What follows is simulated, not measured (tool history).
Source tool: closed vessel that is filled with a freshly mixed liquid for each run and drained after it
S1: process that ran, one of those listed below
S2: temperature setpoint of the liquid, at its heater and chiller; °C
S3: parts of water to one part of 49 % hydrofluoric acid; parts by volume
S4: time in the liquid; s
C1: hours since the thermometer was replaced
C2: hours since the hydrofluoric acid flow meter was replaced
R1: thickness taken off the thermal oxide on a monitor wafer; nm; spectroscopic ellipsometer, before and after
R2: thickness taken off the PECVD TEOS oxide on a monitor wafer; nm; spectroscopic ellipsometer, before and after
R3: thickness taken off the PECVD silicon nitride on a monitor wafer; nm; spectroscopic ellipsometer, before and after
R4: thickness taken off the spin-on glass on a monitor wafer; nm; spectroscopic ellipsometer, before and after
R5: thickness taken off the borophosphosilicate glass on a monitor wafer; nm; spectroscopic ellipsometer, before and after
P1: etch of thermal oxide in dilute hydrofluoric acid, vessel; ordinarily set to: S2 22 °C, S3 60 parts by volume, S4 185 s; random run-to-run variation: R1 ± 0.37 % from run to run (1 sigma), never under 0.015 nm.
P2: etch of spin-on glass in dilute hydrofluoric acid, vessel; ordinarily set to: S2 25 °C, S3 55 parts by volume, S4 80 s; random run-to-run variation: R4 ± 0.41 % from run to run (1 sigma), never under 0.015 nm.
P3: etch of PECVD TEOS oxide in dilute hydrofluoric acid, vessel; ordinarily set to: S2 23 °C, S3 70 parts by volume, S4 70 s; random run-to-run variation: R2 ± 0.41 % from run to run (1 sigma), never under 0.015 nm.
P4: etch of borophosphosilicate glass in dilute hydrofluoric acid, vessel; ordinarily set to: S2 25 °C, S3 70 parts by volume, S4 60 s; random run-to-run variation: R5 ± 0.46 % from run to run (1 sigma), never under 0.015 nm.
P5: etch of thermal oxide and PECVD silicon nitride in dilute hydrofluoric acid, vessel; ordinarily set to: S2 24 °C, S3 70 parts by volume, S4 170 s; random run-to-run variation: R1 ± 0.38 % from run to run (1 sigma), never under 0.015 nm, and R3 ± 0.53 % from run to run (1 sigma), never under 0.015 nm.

run,hour,S1,S2,S3,S4,C1,C2,R1,R2,R3,R4,R5
1,10.2,P1,22,60,185,2020.9,302.2,14.78,,,,
2,14.9,P1,22,20,185,2025.6,306.9,46.301,,,,
3,20,P1,22,60,55,2030.7,312,4.3592,,,,
4,24.7,P3,23,70,70,2035.4,316.7,,16.81,,,
5,34.6,P1,28.5,60,355,2045.3,326.6,36.818,,,,
6,42.7,P5,24,70,170,2053.4,334.7,11.475,,8.2158,,
7,48.7,P3,23,70,70,2059.4,340.7,,16.654,,,
8,57.6,P5,24,70,170,2068.3,349.6,11.565,,8.2035,,
9,66.4,P3,23,70,135,2077.1,358.4,,32.144,,,
10,72.5,P1,22,60,305,2083.2,364.5,24.155,,,,
11,80.4,P2,25,80,80,2091.1,372.4,,,,36.281,
12,90,P1,18.5,60,185,2100.7,382,12.662,,,,
13,96.8,P2,25,55,80,2107.5,388.8,,,,55.066,
14,103.5,P4,25,40,60,2114.2,395.5,,,,,102.31
15,110.7,P5,24,125,170,2121.4,402.7,6.0575,,4.631,,
16,116.1,P5,18.5,70,170,2126.8,408.1,9.1092,,5.6356,,
17,123.9,P1,22,60,185,2134.6,415.9,14.73,,,,
18,129.7,P4,25,70,60,2140.4,421.7,,,,,56.067
19,135.5,P4,17,70,60,2146.2,427.5,,,,,40.375
20,142.4,P1,22,60,185,2153.1,434.4,14.799,,,,
21,150.5,P1,22,105,185,2161.2,442.5,7.9031,,,,
22,157.9,P3,23,95,70,2168.6,449.9,,11.961,,,
23,163.3,P1,22,60,185,2174,455.3,14.667,,,,
24,171.5,P2,19.5,55,80,2182.2,463.5,,,,43.656,
25,176.4,P1,28,60,185,2187.1,468.4,18.797,,,,
26,183.5,P1,22,60,185,2194.2,475.5,14.628,,,,
27,193,P2,25,55,30,2203.7,485,,,,20.526,
28,200.9,P3,28,70,70,2211.6,492.9,,20.717,,,
29,208.1,P1,17,110,185,2218.8,500.1,6.1793,,,,
30,212.6,P5,24,70,95,2223.3,504.6,6.3611,,4.5881,,
31,219.6,P2,25,55,80,2230.3,511.6,,,,54.428,
32,225.7,P4,25,70,30,2236.4,517.7,,,,,28.038
33,235.6,P1,22,60,185,2246.3,527.6,14.733,,,,
34,243.8,P1,22,60,185,2254.5,535.8,15.199,,,,
35,251.3,P1,22,60,185,2262,543.3,15.362,,,,
36,257,P1,22,60,185,2267.7,549,15.583,,,,
37,265.9,P1,22,60,185,2276.6,557.9,15.775,,,,
38,273.7,P1,22,60,185,2284.4,565.7,15.649,,,,
39,283.9,P1,22,60,185,2294.6,575.9,15.63,,,,
40,293.4,P1,22,60,185,2304.1,585.4,15.751,,,,

The log shows P1 creeping away from where it was. Any of the 2 causes listed here, at the size stated for it, fits the log just as well as the others:
A: liquid hotter than its thermometer reads (K) = 1.7
B: hydrofluoric acid flow above the setpoint (%) = 6.71
The onset of the drift is placed at about hour 235.6.

Consider the 4 single-wafer check runs listed below, results given as question marks: which one distinguishes between the causes by giving clearly different results for each?
check 1,302.9,P2,25,55,80,,,,,,?,
check 2,302.9,P5,24,70,170,,,?,,?,,
check 3,302.9,P3,23,70,70,,,,?,,,
check 4,302.9,P4,25,70,60,,,,,,,?

Expected result of each check under each candidate cause:
check,result,if A,if B
check 1,R4,58.711,58.77
check 2,R1,12.31,12.338
check 2,R3,9.145,8.7078
check 3,R2,18.024,18.051
check 4,R5,59.856,60.032
Smallest distance between any two causes, each pair judged by its most separating result, in per cent: check 1 0.1 %; check 2 4.9 %; check 3 0.15 %; check 4 0.29 %
Check 2 is the one run that separates the causes; every other check would come out nearly the same whichever cause is at work.

With check 2 done, the readings were: R1 12.354 nm; R3 8.699 nm. Identify which of the listed causes applies.

The cause is B: hydrofluoric acid flow above the setpoint (%).
